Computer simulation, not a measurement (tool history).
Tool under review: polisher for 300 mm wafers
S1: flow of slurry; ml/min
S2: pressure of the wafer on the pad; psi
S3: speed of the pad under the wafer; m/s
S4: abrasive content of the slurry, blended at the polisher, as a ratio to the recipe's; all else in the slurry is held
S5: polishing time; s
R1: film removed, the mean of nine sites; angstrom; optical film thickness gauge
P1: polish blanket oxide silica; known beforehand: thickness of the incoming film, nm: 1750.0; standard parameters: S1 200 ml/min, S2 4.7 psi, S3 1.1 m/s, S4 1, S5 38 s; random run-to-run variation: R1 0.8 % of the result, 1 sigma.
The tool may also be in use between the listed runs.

run,day,S1,S2,S3,S4,S5,R1
1,0.2,200,4.7,1.1,1,38,1600.9
2,0.592,200,4.7,1.1,1,38,1614.4
3,0.796,200,4.7,1.1,0.55,38,1165.2
4,1.025,200,4.7,1.1,1,38,1606.3
5,1.342,200,4.7,1.1,1,59,2504.9
6,1.604,200,4.7,1.1,1,38,1588.7
7,2.008,200,6.1,1.1,1,38,2066.9
8,2.354,200,3.4,1.1,0.6,38,885.71
# day 2.729: conditioning disc replaced and pad reconditioned
9,2.729,200,4.7,1.1,1.45,38,1828.1
10,3.1,200,4.7,1.72,1,38,2301.9
11,3.55,200,4.7,1.1,1,38,1585.9
12,3.996,255,4.7,1.1,1,38,1630.9
13,4.279,120,4.7,1.1,1,38,1443.8
14,4.633,200,4.7,0.72,1,38,1120.9
15,4.925,200,2.2,1.1,1,38,746.87
16,5.196,265,6.2,1.1,1,38,2172.2
17,5.583,200,4.7,1.1,1,23,952.14
18,5.788,200,4.7,1.1,1,38,1605.4
19,6.067,200,4.7,1.1,1,38,1566.1
20,6.475,200,4.7,1.1,1,38,1495.3
21,6.842,200,4.7,1.1,1,38,1474.4
# day 6.983: conditioning disc replaced and pad reconditioned
22,7.204,200,4.7,1.1,1,38,1497.7
# day 7.396: slurry nozzle cleaned
23,7.554,200,4.7,1.1,1,38,1457
24,7.925,200,4.7,1.1,1,38,1447.6
# day 8.017: worn pad replaced by a new one
25,8.192,200,4.7,1.1,1,38,1456.1
26,8.558,200,4.7,1.1,1,38,1458.1
27,8.85,200,4.7,1.1,1,38,1455.3

P1 no longer gives what it gave before; its output has crept away from where it was. The following 2 causes, each at its listed size, fit the log equally well:
A: abrasive missing from the slurry, % = 17.8
B: head's pressure below its setpoint, % = 8.98
The drift started at roughly day 5.788.
Every other cause this tool's parts could produce, and why it does not fit the log:
removal rate lost through wear of the pad, %: serviced after onset, at day 8.017, with no recovery of the prior output
slurry flow missing at the pad, %: serviced after onset, at day 7.396, with no recovery of the prior output
time polished since the conditioner stopped cutting, s: serviced after onset, at day 6.983, with no recovery of the prior output

Of the 4 check runs below, each run on 5 wafers with the results averaged and each result still a question mark, which one would tell the listed causes apart?
check 1,9.142,240,4.7,1.1,0.55,38,?
check 2,9.142,155,4.7,1.1,1,57,?
check 3,9.142,200,3.1,1.6,1,38,?
check 4,9.142,200,2.8,1.7,1,38,?

Predicted outcomes, by check and by cause:
check,result,if A,if B
check 1,R1,1050.9,1081.3
check 2,R1,2095.2,2094.8
check 3,R1,1291.7,1291.4
check 4,R1,1224.7,1224.4
Separation of the two closest causes in each check, using whichever result separates them best: check 1 2.85 %; check 2 0.02 %; check 3 0.02 %; check 4 0.02 %
Check 1 distinguishes between the causes, while the remaining checks would return nearly the same result for all of them.

Check 1 was then run and gave: R1 1083.7 angstrom. Which cause is it?

It is B: head's pressure below its setpoint, %.

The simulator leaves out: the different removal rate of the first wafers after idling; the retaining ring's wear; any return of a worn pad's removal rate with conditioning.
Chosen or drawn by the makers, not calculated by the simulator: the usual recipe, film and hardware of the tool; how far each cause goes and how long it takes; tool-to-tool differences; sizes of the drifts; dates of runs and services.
